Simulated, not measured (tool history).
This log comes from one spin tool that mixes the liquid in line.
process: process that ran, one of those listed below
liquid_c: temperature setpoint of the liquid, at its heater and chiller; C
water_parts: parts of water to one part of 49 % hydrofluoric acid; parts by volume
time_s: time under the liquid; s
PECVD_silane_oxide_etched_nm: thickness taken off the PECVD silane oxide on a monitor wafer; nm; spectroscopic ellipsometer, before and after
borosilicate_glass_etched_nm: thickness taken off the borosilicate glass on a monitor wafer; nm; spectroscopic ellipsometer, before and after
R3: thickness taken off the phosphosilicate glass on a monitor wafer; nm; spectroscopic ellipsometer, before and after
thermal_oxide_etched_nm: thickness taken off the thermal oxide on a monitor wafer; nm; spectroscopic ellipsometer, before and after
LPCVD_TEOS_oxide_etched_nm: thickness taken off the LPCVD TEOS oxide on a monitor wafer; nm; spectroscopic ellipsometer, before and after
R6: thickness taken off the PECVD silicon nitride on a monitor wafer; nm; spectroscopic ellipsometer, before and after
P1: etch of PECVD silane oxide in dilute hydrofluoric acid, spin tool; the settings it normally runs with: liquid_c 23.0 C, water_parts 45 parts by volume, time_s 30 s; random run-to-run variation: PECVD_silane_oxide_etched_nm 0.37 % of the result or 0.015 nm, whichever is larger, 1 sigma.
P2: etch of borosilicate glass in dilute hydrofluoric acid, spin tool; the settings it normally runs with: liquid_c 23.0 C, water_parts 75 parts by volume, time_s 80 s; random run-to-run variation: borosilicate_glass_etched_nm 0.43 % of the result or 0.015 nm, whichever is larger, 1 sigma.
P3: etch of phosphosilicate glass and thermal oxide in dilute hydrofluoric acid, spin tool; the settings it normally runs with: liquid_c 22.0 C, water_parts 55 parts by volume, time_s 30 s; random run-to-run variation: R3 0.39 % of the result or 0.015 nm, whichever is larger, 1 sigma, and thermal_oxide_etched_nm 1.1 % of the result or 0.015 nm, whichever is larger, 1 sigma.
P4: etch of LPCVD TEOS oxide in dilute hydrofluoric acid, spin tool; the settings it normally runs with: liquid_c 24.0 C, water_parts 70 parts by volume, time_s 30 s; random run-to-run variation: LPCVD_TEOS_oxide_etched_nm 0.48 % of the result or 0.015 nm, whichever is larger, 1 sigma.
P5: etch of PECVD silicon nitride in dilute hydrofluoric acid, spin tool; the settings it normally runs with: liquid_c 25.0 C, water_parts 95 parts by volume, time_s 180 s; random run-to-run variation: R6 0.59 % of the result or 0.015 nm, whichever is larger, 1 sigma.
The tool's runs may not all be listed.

Run 1, hour 8.8: process P1, liquid_c 23.0 C, water_parts 45 parts by volume, time_s 30 s. Result: PECVD_silane_oxide_etched_nm 27.860 nm.
Run 2, hour 21.0: process P1, liquid_c 23.0 C, water_parts 45 parts by volume, time_s 15 s. Result: PECVD_silane_oxide_etched_nm 14.092 nm.
Run 3, hour 38.2: process P1, liquid_c 17.0 C, water_parts 45 parts by volume, time_s 60 s. Result: PECVD_silane_oxide_etched_nm 43.533 nm.
Run 4, hour 52.6: process P2, liquid_c 17.0 C, water_parts 75 parts by volume, time_s 80 s. Result: borosilicate_glass_etched_nm 16.312 nm.
Run 5, hour 63.6: process P3, liquid_c 25.5 C, water_parts 55 parts by volume, time_s 30 s. Result: R3 59.222 nm, thermal_oxide_etched_nm 2.7381 nm.
Run 6, hour 76.4: process P2, liquid_c 23.0 C, water_parts 75 parts by volume, time_s 80 s. Result: borosilicate_glass_etched_nm 20.989 nm.
Run 7, hour 90.9: process P4, liquid_c 32.0 C, water_parts 70 parts by volume, time_s 30 s. Result: LPCVD_TEOS_oxide_etched_nm 17.290 nm.
Run 8, hour 103.3: process P4, liquid_c 24.0 C, water_parts 70 parts by volume, time_s 30 s. Result: LPCVD_TEOS_oxide_etched_nm 12.616 nm.
Run 9, hour 119.4: process P2, liquid_c 23.0 C, water_parts 75 parts by volume, time_s 140 s. Result: borosilicate_glass_etched_nm 36.617 nm.
Run 10, hour 127.9: process P1, liquid_c 23.0 C, water_parts 45 parts by volume, time_s 30 s. Result: PECVD_silane_oxide_etched_nm 28.127 nm.
Run 11, hour 142.6: process P5, liquid_c 25.0 C, water_parts 95 parts by volume, time_s 180 s. Result: R6 4.8478 nm.
Run 12, hour 159.5: process P1, liquid_c 17.0 C, water_parts 45 parts by volume, time_s 30 s. Result: PECVD_silane_oxide_etched_nm 21.757 nm.
Run 13, hour 175.2: process P3, liquid_c 22.0 C, water_parts 55 parts by volume, time_s 50 s. Result: R3 84.646 nm, thermal_oxide_etched_nm 4.0306 nm.
Run 14, hour 191.7: process P4, liquid_c 24.0 C, water_parts 70 parts by volume, time_s 55 s. Result: LPCVD_TEOS_oxide_etched_nm 23.207 nm.
Run 15, hour 209.0: process P1, liquid_c 23.0 C, water_parts 65 parts by volume, time_s 30 s. Result: PECVD_silane_oxide_etched_nm 18.924 nm.
Run 16, hour 217.0: process P2, liquid_c 23.0 C, water_parts 120 parts by volume, time_s 80 s. Result: borosilicate_glass_etched_nm 12.359 nm.
Run 17, hour 230.1: process P1, liquid_c 26.5 C, water_parts 45 parts by volume, time_s 30 s. Result: PECVD_silane_oxide_etched_nm 32.493 nm.
Run 18, hour 241.0: process P3, liquid_c 22.0 C, water_parts 55 parts by volume, time_s 30 s. Result: R3 51.124 nm, thermal_oxide_etched_nm 2.4549 nm.
Run 19, hour 258.8: process P4, liquid_c 24.0 C, water_parts 30 parts by volume, time_s 30 s. Result: LPCVD_TEOS_oxide_etched_nm 30.834 nm.
Run 20, hour 273.5: process P5, liquid_c 25.0 C, water_parts 40 parts by volume, time_s 180 s. Result: R6 11.3710 nm.
Run 21, hour 282.0: process P3, liquid_c 22.0 C, water_parts 90 parts by volume, time_s 30 s. Result: R3 29.750 nm, thermal_oxide_etched_nm 1.4216 nm.
Run 22, hour 296.7: process P1, liquid_c 23.0 C, water_parts 45 parts by volume, time_s 30 s. Result: PECVD_silane_oxide_etched_nm 28.109 nm.
Run 23, hour 310.3: process P1, liquid_c 23.0 C, water_parts 45 parts by volume, time_s 30 s. Result: PECVD_silane_oxide_etched_nm 27.956 nm.
Run 24, hour 322.1: process P5, liquid_c 19.0 C, water_parts 95 parts by volume, time_s 180 s. Result: R6 3.2521 nm.
Run 25, hour 337.8: process P1, liquid_c 23.0 C, water_parts 45 parts by volume, time_s 30 s. Result: PECVD_silane_oxide_etched_nm 28.131 nm.
At hour 339.7: thermometer replaced.
Run 26, hour 354.7: process P4, liquid_c 24.0 C, water_parts 70 parts by volume, time_s 30 s. Result: LPCVD_TEOS_oxide_etched_nm 12.661 nm.
Run 27, hour 364.7: process P5, liquid_c 25.0 C, water_parts 95 parts by volume, time_s 80 s. Result: R6 2.1158 nm.
Run 28, hour 374.5: process P1, liquid_c 23.0 C, water_parts 20 parts by volume, time_s 30 s. Result: PECVD_silane_oxide_etched_nm 65.402 nm.
Run 29, hour 386.0: process P1, liquid_c 23.0 C, water_parts 45 parts by volume, time_s 55 s. Result: PECVD_silane_oxide_etched_nm 51.615 nm.
Run 30, hour 403.4: process P2, liquid_c 23.0 C, water_parts 75 parts by volume, time_s 80 s. Result: borosilicate_glass_etched_nm 20.913 nm.
Run 31, hour 421.3: process P1, liquid_c 23.0 C, water_parts 45 parts by volume, time_s 30 s. Result: PECVD_silane_oxide_etched_nm 28.232 nm.
Run 32, hour 431.2: process P1, liquid_c 23.0 C, water_parts 45 parts by volume, time_s 30 s. Result: PECVD_silane_oxide_etched_nm 27.404 nm.
Run 33, hour 446.5: process P1, liquid_c 23.0 C, water_parts 45 parts by volume, time_s 30 s. Result: PECVD_silane_oxide_etched_nm 26.926 nm.
Run 34, hour 462.2: process P1, liquid_c 23.0 C, water_parts 45 parts by volume, time_s 30 s. Result: PECVD_silane_oxide_etched_nm 26.637 nm.
Run 35, hour 475.2: process P1, liquid_c 23.0 C, water_parts 45 parts by volume, time_s 30 s. Result: PECVD_silane_oxide_etched_nm 26.400 nm.
Run 36, hour 491.0: process P1, liquid_c 23.0 C, water_parts 45 parts by volume, time_s 30 s. Result: PECVD_silane_oxide_etched_nm 26.210 nm.
Run 37, hour 506.1: process P1, liquid_c 23.0 C, water_parts 45 parts by volume, time_s 30 s. Result: PECVD_silane_oxide_etched_nm 26.123 nm.
Run 38, hour 516.8: process P1, liquid_c 23.0 C, water_parts 45 parts by volume, time_s 30 s. Result: PECVD_silane_oxide_etched_nm 26.109 nm.
Run 39, hour 534.6: process P1, liquid_c 23.0 C, water_parts 45 parts by volume, time_s 30 s. Result: PECVD_silane_oxide_etched_nm 25.890 nm.
Run 40, hour 547.6: process P1, liquid_c 23.0 C, water_parts 45 parts by volume, time_s 30 s. Result: PECVD_silane_oxide_etched_nm 25.986 nm.
Run 41, hour 565.4: process P1, liquid_c 23.0 C, water_parts 45 parts by volume, time_s 30 s. Result: PECVD_silane_oxide_etched_nm 26.147 nm.

P1 has crept away from where it was. The log is fitted equally well by each of these 2 causes, at the sizes shown:
A: liquid colder than its thermometer reads (K) = 1.93
B: hydrofluoric acid flow below the setpoint (%) = 7.34
At approximately hour 421.3, the process output began to creep.

Each of the 4 check runs below uses one wafer; its results are left as question marks. Which run tells the causes apart?
Run check 1, hour 583.2: process P4, liquid_c 24.0 C, water_parts 70 parts by volume, time_s 30 s. Result: LPCVD_TEOS_oxide_etched_nm ?.
Run check 2, hour 583.2: process P3, liquid_c 22.0 C, water_parts 55 parts by volume, time_s 30 s. Result: R3 ?, thermal_oxide_etched_nm ?.
Run check 3, hour 583.2: process P5, liquid_c 25.0 C, water_parts 95 parts by volume, time_s 180 s. Result: R6 ?.
Run check 4, hour 583.2: process P2, liquid_c 23.0 C, water_parts 75 parts by volume, time_s 80 s. Result: borosilicate_glass_etched_nm ?.

How each check would come out, cause by cause:
  check                        result    if A    if B
check 1    LPCVD_TEOS_oxide_etched_nm  11.640  11.587
check 2                            R3  47.034  47.000
check 2       thermal_oxide_etched_nm  2.2288  2.2272
check 3                            R6  4.2685  4.4960
check 4  borosilicate_glass_etched_nm  19.407  19.322
Smallest distance between any two causes, each pair judged by its most separating result, in per cent: check 1 0.46 %; check 2 0.07 %; check 3 5.19 %; check 4 0.44 %
The other checks would show nearly matching results whichever cause is true, so check 3 is the only one that separates the causes.

The results of check 3 are: R6 4.2219 nm. Based on these, which of the listed causes is it?

It is A: liquid colder than its thermometer reads (K).
